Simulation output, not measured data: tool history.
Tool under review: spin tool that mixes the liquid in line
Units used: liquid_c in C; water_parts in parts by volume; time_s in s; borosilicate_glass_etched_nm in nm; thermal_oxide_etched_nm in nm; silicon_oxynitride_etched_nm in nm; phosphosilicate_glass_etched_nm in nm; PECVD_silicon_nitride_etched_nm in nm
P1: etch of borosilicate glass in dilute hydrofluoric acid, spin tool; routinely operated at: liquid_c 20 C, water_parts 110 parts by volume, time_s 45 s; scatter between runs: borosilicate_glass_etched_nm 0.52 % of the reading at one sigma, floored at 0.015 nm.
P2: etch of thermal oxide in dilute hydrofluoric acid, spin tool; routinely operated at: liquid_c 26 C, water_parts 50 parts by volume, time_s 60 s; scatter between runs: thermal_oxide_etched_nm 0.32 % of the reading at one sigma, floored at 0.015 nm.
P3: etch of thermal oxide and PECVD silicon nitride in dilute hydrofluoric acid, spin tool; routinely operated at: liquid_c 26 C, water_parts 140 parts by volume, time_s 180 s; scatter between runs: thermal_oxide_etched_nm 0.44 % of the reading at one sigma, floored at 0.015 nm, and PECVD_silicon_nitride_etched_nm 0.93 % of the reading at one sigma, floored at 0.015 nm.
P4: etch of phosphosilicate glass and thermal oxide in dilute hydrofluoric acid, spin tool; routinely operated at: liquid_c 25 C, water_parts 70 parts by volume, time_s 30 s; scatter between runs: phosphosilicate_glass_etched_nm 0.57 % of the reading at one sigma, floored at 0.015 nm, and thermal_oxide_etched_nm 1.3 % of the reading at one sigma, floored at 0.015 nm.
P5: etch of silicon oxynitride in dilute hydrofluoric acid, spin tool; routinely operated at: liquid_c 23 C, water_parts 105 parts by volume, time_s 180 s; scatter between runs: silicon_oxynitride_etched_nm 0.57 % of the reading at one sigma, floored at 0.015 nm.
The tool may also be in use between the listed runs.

run	hour	process	liquid_c	water_parts	time_s	hours since the thermometer was replaced	hours since the hydrofluoric acid flow meter was replaced	borosilicate_glass_etched_nm	thermal_oxide_etched_nm	silicon_oxynitride_etched_nm	phosphosilicate_glass_etched_nm	PECVD_silicon_nitride_etched_nm
1	5.4	P1	20	110	45	1321.2	1232.4	10.03				
2	13.4	P2	26	50	60	1329.2	1240.4		6.3757			
3	18.6	P5	23	105	180	1334.4	1245.6			5.0258		
4	26.9	P4	25	70	50	1342.7	1253.9		3.5055		123.1	
5	33	P1	20	20	45	1348.8	1260	61.219				
6	38.7	P1	20	110	65	1354.5	1265.7	14.438				
7	48.5	P3	26	140	180	1364.3	1275.5		5.9506			2.7496
8	58.8	P5	23	65	180	1374.6	1285.8			8.2873		
9	69.4	P1	20	185	45	1385.2	1296.4	5.5325				
10	79.8	P1	17	110	45	1395.6	1306.8	8.6987				
11	89	P1	26	110	45	1404.8	1316	12.628				
12	97.3	P3	26	140	180	1413.1	1324.3		5.9407			2.7264
13	107.3	P1	20	110	45	1423.1	1334.3	9.9151				
14	116.8	P4	25	20	30	1432.6	1343.8		8.0357		278.56	
15	125.2	P1	20	35	65	1441	1352.2	49.41				
16	135.4	P2	26	50	60	1451.2	1362.4		6.3762			
17	144.2	P5	23	105	30	1460	1371.2			0.83949		
18	154.6	P1	20	110	45	1470.4	1381.6	9.917				
19	159.7	P1	17	110	75	1475.5	1386.7	14.667				
20	169.7	P5	23	105	180	1485.5	1396.7			5.0432		
21	176	P2	26	70	60	1491.8	1403		4.4296			
22	181.4	P3	30	140	180	1497.2	1408.4		6.8609			3.5695
23	186.7	P3	26	140	55	1502.5	1413.7		1.7747			0.87219
24	193	P5	31	105	180	1508.8	1420			7.2026		
25	199.2	P4	33	70	30	1515	1426.2		2.9129		101.54	
26	209.6	P3	26	60	180	1525.4	1436.6		15.401			6.4153
27	216.9	P1	20	110	45	1532.7	1443.9	10.003				
28	226.7	P4	25	70	30	1542.5	1453.7		2.1681		74.61	
# hour 230: hydrofluoric acid flow meter replaced
29	236.9	P1	17	110	80	1552.7	6.9	15.669				
30	242	P2	22	50	60	1557.8	12		5.4084			
31	248.9	P2	26	50	15	1564.7	18.9		1.5897			
32	258	P1	20	110	15	1573.8	28	3.3478				
33	267.2	P1	20	110	45	1583	37.2	10.044				
34	272.1	P1	20	110	45	1587.9	42.1	10.304				
35	278.8	P1	20	110	45	1594.6	48.8	10.534				
36	289.2	P1	20	110	45	1605	59.2	10.77				
37	295.8	P1	20	110	45	1611.6	65.8	10.869				
38	305.8	P1	20	110	45	1621.6	75.8	10.895				
39	315.1	P1	20	110	45	1630.9	85.1	10.817				

P1 no longer gives what it gave before; its output has crept away from where it was. The following 2 causes, each at its listed size, fit the log equally well:
A: hydrofluoric acid flow above the setpoint (%) = 8.01
B: liquid hotter than its thermometer reads (K) = 2.13
At approximately hour 267.2, the process output began to creep.

The list below offers 4 check runs, each averaging the results of 2 wafers, and shows each result as a question mark. For which of them would the listed causes give clearly different results?
check 1	324.4	P2	26	65	25				?			
check 2	324.4	P5	29	105	85					?		
check 3	324.4	P3	26	60	80				?			?
check 4	324.4	P4	30	20	30				?		?	

Expected result of each check under each candidate cause:
check	result	if A	if B
check 1	thermal_oxide_etched_nm	2.1779	2.1797
check 2	silicon_oxynitride_etched_nm	3.3949	3.4301
check 3	thermal_oxide_etched_nm	7.4549	7.467
check 3	PECVD_silicon_nitride_etched_nm	3.0727	3.2751
check 4	thermal_oxide_etched_nm	10.502	10.568
check 4	phosphosilicate_glass_etched_nm	369.72	372.02
Per check, the gap between the least separated pair of causes, taken in the result that splits them most: check 1 0.08 %; check 2 1.03 %; check 3 6.38 %; check 4 0.62 %
Check 3 is the one run that separates the causes; every other check would come out nearly the same whichever cause is at work.

Running check 3 produced the following: thermal_oxide_etched_nm 7.4865 nm; PECVD_silicon_nitride_etched_nm 3.0616 nm. Which one of the listed causes fits?

Of the candidate causes, it is A: hydrofluoric acid flow above the setpoint (%).
